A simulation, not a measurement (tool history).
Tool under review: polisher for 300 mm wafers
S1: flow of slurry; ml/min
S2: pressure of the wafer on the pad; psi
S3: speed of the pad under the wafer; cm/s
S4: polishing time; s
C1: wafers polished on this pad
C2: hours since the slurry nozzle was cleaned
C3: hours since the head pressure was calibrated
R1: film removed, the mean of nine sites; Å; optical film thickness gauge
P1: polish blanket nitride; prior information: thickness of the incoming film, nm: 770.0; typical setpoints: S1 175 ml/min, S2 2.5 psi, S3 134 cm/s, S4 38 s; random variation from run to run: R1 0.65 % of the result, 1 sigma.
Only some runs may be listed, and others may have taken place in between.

{"run": 1, "day": 0.696, "S1": 175, "S2": 2.5, "S3": 134, "S4": 38, "C1": 876, "C2": 132.4, "C3": 148.5, "R1": 503.61}
{"run": 2, "day": 1.217, "S1": 175, "S2": 2.5, "S3": 210, "S4": 38, "C1": 1037, "C2": 144.9, "C3": 161.0, "R1": 714.09}
{"run": 3, "day": 1.921, "S1": 175, "S2": 2.5, "S3": 134, "S4": 38, "C1": 1255, "C2": 161.8, "C3": 177.9, "R1": 505.36}
{"run": 4, "day": 2.479, "S1": 175, "S2": 2.5, "S3": 134, "S4": 18, "C1": 1427, "C2": 175.2, "C3": 191.3, "R1": 233.83}
{"run": 5, "day": 3.108, "S1": 240, "S2": 2.5, "S3": 134, "S4": 38, "C1": 1622, "C2": 190.3, "C3": 206.4, "R1": 518.65}
{"run": 6, "day": 3.717, "S1": 175, "S2": 2.5, "S3": 134, "S4": 38, "C1": 1810, "C2": 204.9, "C3": 221.0, "R1": 502.02}
{"run": 7, "day": 4.312, "S1": 175, "S2": 3.9, "S3": 134, "S4": 38, "C1": 1994, "C2": 219.2, "C3": 235.3, "R1": 769.5}
{"run": 8, "day": 4.862, "S1": 110, "S2": 2.5, "S3": 134, "S4": 38, "C1": 2164, "C2": 232.4, "C3": 248.5, "R1": 454.67}
{"run": 9, "day": 5.2, "S1": 175, "S2": 2.5, "S3": 62, "S4": 38, "C1": 2268, "C2": 240.5, "C3": 256.6, "R1": 272.61}
{"run": 10, "day": 5.888, "S1": 250, "S2": 2.5, "S3": 134, "S4": 27, "C1": 2480, "C2": 257.0, "C3": 273.1, "R1": 373.75}
{"run": 11, "day": 6.233, "S1": 175, "S2": 2.5, "S3": 134, "S4": 38, "C1": 2587, "C2": 265.3, "C3": 281.4, "R1": 507.24}
{"run": 12, "day": 6.842, "S1": 175, "S2": 1.4, "S3": 134, "S4": 38, "C1": 2775, "C2": 279.9, "C3": 296.0, "R1": 281.28}
{"run": 13, "day": 7.488, "S1": 175, "S2": 2.5, "S3": 134, "S4": 59, "C1": 2975, "C2": 295.4, "C3": 311.5, "R1": 787.22}
{"run": 14, "day": 7.821, "S1": 175, "S2": 2.5, "S3": 134, "S4": 38, "C1": 3078, "C2": 303.4, "C3": 319.5, "R1": 497.22}
{"run": 15, "day": 8.412, "S1": 175, "S2": 2.5, "S3": 134, "S4": 38, "C1": 3261, "C2": 317.6, "C3": 333.7, "R1": 492.45}
{"run": 16, "day": 8.783, "S1": 175, "S2": 2.5, "S3": 134, "S4": 38, "C1": 3375, "C2": 326.5, "C3": 342.6, "R1": 481.52}

The next listed run, before its measurement:
{"run": 17, "day": 9.154, "S1": 175, "S2": 2.5, "S3": 134, "S4": 38, "C1": 3490, "C2": 335.4, "C3": 351.5, "R1": "?"}

Run 17 gave R1 477.00 Å.
